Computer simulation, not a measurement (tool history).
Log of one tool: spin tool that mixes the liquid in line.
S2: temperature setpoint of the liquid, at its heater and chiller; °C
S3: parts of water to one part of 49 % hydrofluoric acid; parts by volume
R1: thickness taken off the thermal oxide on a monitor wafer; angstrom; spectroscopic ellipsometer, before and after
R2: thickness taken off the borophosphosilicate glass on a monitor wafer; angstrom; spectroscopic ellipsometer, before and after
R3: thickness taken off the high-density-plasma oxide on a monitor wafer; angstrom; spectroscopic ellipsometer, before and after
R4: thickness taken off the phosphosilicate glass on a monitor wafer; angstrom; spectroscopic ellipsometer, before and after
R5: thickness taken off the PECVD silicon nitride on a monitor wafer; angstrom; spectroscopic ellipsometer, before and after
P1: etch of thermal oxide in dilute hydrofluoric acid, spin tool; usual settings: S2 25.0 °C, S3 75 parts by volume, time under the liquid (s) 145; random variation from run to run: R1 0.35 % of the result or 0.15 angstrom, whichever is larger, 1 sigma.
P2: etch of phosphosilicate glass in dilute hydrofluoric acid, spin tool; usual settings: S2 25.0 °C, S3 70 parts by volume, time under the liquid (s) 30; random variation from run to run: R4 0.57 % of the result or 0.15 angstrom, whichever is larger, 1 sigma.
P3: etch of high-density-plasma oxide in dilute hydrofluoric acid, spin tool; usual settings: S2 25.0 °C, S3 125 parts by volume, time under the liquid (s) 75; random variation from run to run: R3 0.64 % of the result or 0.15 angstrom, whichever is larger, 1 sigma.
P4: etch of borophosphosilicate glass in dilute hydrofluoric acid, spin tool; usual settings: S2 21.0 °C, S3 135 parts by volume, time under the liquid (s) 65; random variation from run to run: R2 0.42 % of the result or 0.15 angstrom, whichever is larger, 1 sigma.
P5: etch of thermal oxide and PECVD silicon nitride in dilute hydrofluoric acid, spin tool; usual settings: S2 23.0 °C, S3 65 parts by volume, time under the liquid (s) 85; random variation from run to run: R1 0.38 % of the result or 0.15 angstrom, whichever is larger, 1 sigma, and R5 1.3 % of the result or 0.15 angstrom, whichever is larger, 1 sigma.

run 1 day=0.438 | process_that_ran=P1 S2=25.0 S3=75 time_under_the_liquid_(s)=145 | R1=96.162
run 2 day=1.104 | process_that_ran=P1 S2=30.0 S3=75 time_under_the_liquid_(s)=145 | R1=117.490
run 3 day=1.808 | process_that_ran=P4 S2=21.0 S3=135 time_under_the_liquid_(s)=65 | R2=123.570
run 4 day=2.512 | process_that_ran=P3 S2=25.0 S3=125 time_under_the_liquid_(s)=75 | R3=41.2390
run 5 day=2.946 | process_that_ran=P4 S2=21.0 S3=235 time_under_the_liquid_(s)=65 | R2=64.005
run 6 day=3.429 | process_that_ran=P1 S2=25.0 S3=125 time_under_the_liquid_(s)=145 | R1=54.086
run 7 day=4.117 | process_that_ran=P3 S2=25.0 S3=125 time_under_the_liquid_(s)=15 | R3=8.3718
run 8 day=4.633 | process_that_ran=P1 S2=25.0 S3=35 time_under_the_liquid_(s)=145 | R1=216.620
-- day=5.021 hydrofluoric acid flow meter replaced
run 9 day=5.233 | process_that_ran=P1 S2=25.0 S3=75 time_under_the_liquid_(s)=60 | R1=40.144
run 10 day=5.838 | process_that_ran=P2 S2=32.5 S3=70 time_under_the_liquid_(s)=30 | R4=679.61
run 11 day=6.229 | process_that_ran=P5 S2=23.0 S3=65 time_under_the_liquid_(s)=15 | R1=10.675 R5=3.7388
run 12 day=6.721 | process_that_ran=P4 S2=27.5 S3=135 time_under_the_liquid_(s)=65 | R2=160.020
run 13 day=7.371 | process_that_ran=P1 S2=32.0 S3=25 time_under_the_liquid_(s)=145 | R1=409.890
-- day=7.392 thermometer replaced
run 14 day=7.746 | process_that_ran=P1 S2=25.0 S3=75 time_under_the_liquid_(s)=145 | R1=95.723
run 15 day=8.271 | process_that_ran=P4 S2=21.0 S3=135 time_under_the_liquid_(s)=100 | R2=190.660
run 16 day=8.742 | process_that_ran=P3 S2=25.0 S3=190 time_under_the_liquid_(s)=75 | R3=25.3470
run 17 day=9.404 | process_that_ran=P5 S2=18.5 S3=65 time_under_the_liquid_(s)=85 | R1=50.511 R5=14.8520
run 18 day=10.017 | process_that_ran=P2 S2=25.0 S3=105 time_under_the_liquid_(s)=30 | R4=320.19
run 19 day=10.388 | process_that_ran=P1 S2=20.0 S3=75 time_under_the_liquid_(s)=145 | R1=77.894
run 20 day=10.725 | process_that_ran=P2 S2=25.0 S3=70 time_under_the_liquid_(s)=30 | R4=501.79

Run 21 comes next. What will it give?
run 21 day=11.167 | process_that_ran=P1 S2=25.0 S3=75 time_under_the_liquid_(s)=145 | R1=?

Run 21 gave R1 95.964 angstrom.

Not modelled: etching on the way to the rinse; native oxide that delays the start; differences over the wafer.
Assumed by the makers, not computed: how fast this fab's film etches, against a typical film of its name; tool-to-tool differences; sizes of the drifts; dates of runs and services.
